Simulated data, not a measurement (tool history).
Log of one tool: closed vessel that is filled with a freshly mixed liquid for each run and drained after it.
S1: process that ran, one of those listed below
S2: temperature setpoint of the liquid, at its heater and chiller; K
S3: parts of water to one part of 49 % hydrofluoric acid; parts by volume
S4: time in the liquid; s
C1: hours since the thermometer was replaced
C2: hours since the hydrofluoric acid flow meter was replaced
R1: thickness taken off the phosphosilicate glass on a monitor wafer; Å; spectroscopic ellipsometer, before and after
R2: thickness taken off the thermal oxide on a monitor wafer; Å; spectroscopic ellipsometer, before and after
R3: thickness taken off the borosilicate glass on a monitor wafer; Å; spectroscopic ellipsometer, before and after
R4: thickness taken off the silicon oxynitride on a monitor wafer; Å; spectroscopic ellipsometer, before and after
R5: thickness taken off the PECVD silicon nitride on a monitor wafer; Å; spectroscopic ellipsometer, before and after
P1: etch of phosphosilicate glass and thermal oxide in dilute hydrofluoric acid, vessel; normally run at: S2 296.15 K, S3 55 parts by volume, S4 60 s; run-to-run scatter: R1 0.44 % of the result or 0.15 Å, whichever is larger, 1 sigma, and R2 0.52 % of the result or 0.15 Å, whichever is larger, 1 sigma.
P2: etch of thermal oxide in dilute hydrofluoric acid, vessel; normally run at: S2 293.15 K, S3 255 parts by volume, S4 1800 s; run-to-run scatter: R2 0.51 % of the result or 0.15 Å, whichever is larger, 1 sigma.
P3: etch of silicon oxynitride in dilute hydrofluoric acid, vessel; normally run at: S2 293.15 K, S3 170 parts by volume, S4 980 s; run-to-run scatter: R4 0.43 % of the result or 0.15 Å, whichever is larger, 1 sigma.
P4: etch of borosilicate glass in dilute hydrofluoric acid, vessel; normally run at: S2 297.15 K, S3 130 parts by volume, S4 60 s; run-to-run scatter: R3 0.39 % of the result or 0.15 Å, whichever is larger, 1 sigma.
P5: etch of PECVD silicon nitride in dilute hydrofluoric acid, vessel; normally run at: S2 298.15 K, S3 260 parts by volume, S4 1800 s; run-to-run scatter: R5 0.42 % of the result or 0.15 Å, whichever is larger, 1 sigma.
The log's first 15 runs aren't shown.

run   hour  S1      S2   S3    S4      C1     C2      R1      R2      R3      R4      R5
 16  181.7  P1  296.15   55    30  1562.5  376.5  334.22  25.191
 17  195.1  P4  297.15  130    60  1575.9  389.9                  118.56
     202.8  -- hydrofluoric acid flow meter replaced
 18  206.4  P5  298.15   70  1800  1587.2    3.7                                  711.16
 19  220.3  P2  293.15  255  1800  1601.1   17.6          235.61
 20  229.9  P1  290.15   55    60  1610.7   27.2   517.7  38.772
 21  239.1  P4  297.15   45    60  1619.9   36.4                  378.36
 22  254.5  P4  297.15  130    30  1635.3   51.8                  58.871
 23  261.7  P3  293.15  170   980  1642.5     59                          171.87
 24  272.3  P3  293.15  170    70  1653.1   69.6                          12.313
 25  281.5  P1  296.15   55    60  1662.3   78.8  662.39  50.027
 26  291.9  P4  297.15  130    60  1672.7   89.2                     119
 27  298.9  P1  296.15   20    60  1679.7   96.2  1921.8  145.47
 28    310  P5  298.15  260   115  1690.8  107.3                                  12.353
 29  320.2  P2  293.15   70  1800    1701  117.5            1033
 30  334.4  P3  293.15   35   980  1715.2  131.7                          930.11
 31  348.1  P1  296.15   95    60  1728.9  145.4  369.62  27.701
 32  354.8  P1  296.15   55    60  1735.6  152.1  665.52  50.652
 33  369.8  P1  296.15   55    60  1750.6  167.1  638.13  47.627
 34  381.8  P1  296.15   55    60  1762.6  179.1  622.51  47.638
 35  395.6  P1  296.15   55    60  1776.4  192.9  618.64  46.098
 36  409.7  P1  296.15   55    60  1790.5    207  612.48  46.303
 37  419.6  P1  296.15   55    60  1800.4  216.9  606.84  45.979

Run 38 comes next. What will it give?
 38  429.6  P1  296.15  55  60  1810.4  226.9   ?   ?

{"run 38": {"R1": 601.56, "R2": 45.653}}
